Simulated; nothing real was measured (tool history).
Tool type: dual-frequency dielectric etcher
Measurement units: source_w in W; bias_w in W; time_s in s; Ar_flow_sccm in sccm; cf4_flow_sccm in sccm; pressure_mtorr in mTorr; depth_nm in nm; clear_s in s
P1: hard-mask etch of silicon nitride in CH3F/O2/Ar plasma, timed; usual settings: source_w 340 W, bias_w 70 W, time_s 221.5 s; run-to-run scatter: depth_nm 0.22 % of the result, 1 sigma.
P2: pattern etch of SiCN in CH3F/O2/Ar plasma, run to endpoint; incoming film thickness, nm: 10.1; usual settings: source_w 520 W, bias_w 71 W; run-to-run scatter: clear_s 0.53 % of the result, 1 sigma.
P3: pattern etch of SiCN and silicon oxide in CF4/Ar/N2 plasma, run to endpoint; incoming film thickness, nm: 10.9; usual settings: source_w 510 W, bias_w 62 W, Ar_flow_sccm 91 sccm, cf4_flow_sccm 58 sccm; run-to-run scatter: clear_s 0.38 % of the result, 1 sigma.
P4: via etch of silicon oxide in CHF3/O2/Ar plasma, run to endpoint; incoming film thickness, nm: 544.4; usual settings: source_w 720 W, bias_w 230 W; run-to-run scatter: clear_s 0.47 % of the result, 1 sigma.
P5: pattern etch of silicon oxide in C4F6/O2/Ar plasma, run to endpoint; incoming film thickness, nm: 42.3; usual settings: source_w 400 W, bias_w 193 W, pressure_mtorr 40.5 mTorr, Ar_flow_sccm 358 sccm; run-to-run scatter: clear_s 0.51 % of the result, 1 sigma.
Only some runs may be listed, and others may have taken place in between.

run	hour	process	source_w	bias_w	time_s	Ar_flow_sccm	cf4_flow_sccm	pressure_mtorr	depth_nm	clear_s
1	5.5	P1	340	70	221.5				143.08	
2	12.7	P1	340	100	221.5				163.14	
3	16.9	P3	710	62		91	58			9.0249
4	21.2	P1	410	70	221.5				153.83	
5	28.2	P4	500	230						270.53
6	33.9	P1	340	70	130				84.13	
7	39	P3	510	62		91	58			11.917
8	46.7	P5	400	152		358		40.5		14.983
9	50.9	P2	340	71						28.983
10	57.7	P2	520	56						26.487
11	63	P1	340	70	221.5				143.53	
12	68.6	P5	400	193		358		26.5		13.306
13	74	P1	340	57	221.5				133.47	
14	77.6	P1	410	90	221.5				167.98	
15	83.3	P1	340	70	221.5				142.75	
16	88.7	P3	510	35		91	58			14.167
17	93.8	P1	340	43	147				81.096	
18	99.6	P1	340	70	221.5				143.46	
19	106.3	P5	310	193		358		40.5		15.437
20	112.2	P4	720	230						234.37
21	119.2	P4	720	230						235.82
22	126.5	P3	510	62		91	58			11.984
23	131.5	P1	270	70	129.5				76.776	
24	138.5	P4	720	147						274.63
25	145.9	P5	400	193		286		40.5		13.713
26	152.2	P1	340	70	221.5				142.62	
27	159.8	P3	510	62		118	58			12.569
28	167.1	P2	520	71						24.409
29	170.6	P1	250	70	221.5				127.55	
30	177.5	P5	400	193		358		40.5		14.001
31	184.6	P3	510	62		91	80			11.451
32	189.4	P1	340	70	290.5				187.06	
33	193.7	P1	340	70	221.5				143.36	
34	200.2	P1	340	70	221.5				143.34	
35	205.9	P1	340	70	221.5				142.15	
36	212.1	P1	340	70	221.5				141.56	
# hour 216.8: wet clean of the chamber
37	218	P1	340	70	221.5				141.53	
38	224.5	P1	340	70	221.5				141.43	
39	230.1	P1	340	70	221.5				141.19	
40	234.4	P1	340	70	221.5				141.21	

The log shows P1 creeping away from where it was. Any of the 2 causes listed here, at the size stated for it, fits the log just as well as the others:
A: source power that arrives under what is set, % = 3.81
B: bias power that arrives under what is set, % = 4.18
Creep in the process output first set in at about hour 200.2.
What rules out each remaining cause:
chamber walls in a state that lowers the etch rate, %: serviced at hour 216.8, after the change had begun; the process did not return to its earlier output

Each of the check runs listed below is run on 2 wafers and reports their average, with the results left as question marks. Pick the one under which the possible causes would lead to clearly different results.
check 1	238.7	P4	720	151						?
check 2	238.7	P5	400	193		358		29.5		?
check 3	238.7	P3	650	62		91	76			?
check 4	238.7	P2	400	59						?

How each check would come out, cause by cause:
check	result	if A	if B
check 1	clear_s	275.61	275.2
check 2	clear_s	13.683	13.663
check 3	clear_s	9.5823	9.3776
check 4	clear_s	29.261	29.248
Per check, the gap between the least separated pair of causes, taken in the result that splits them most: check 1 0.15 %; check 2 0.14 %; check 3 2.16 %; check 4 0.05 %
Only check 3 tells the causes apart: in the others they would give nearly the same result.

Running check 3 produced the following: clear_s 9.3624 s. Which one of the listed causes fits?

B is the cause: bias power that arrives under what is set, %.

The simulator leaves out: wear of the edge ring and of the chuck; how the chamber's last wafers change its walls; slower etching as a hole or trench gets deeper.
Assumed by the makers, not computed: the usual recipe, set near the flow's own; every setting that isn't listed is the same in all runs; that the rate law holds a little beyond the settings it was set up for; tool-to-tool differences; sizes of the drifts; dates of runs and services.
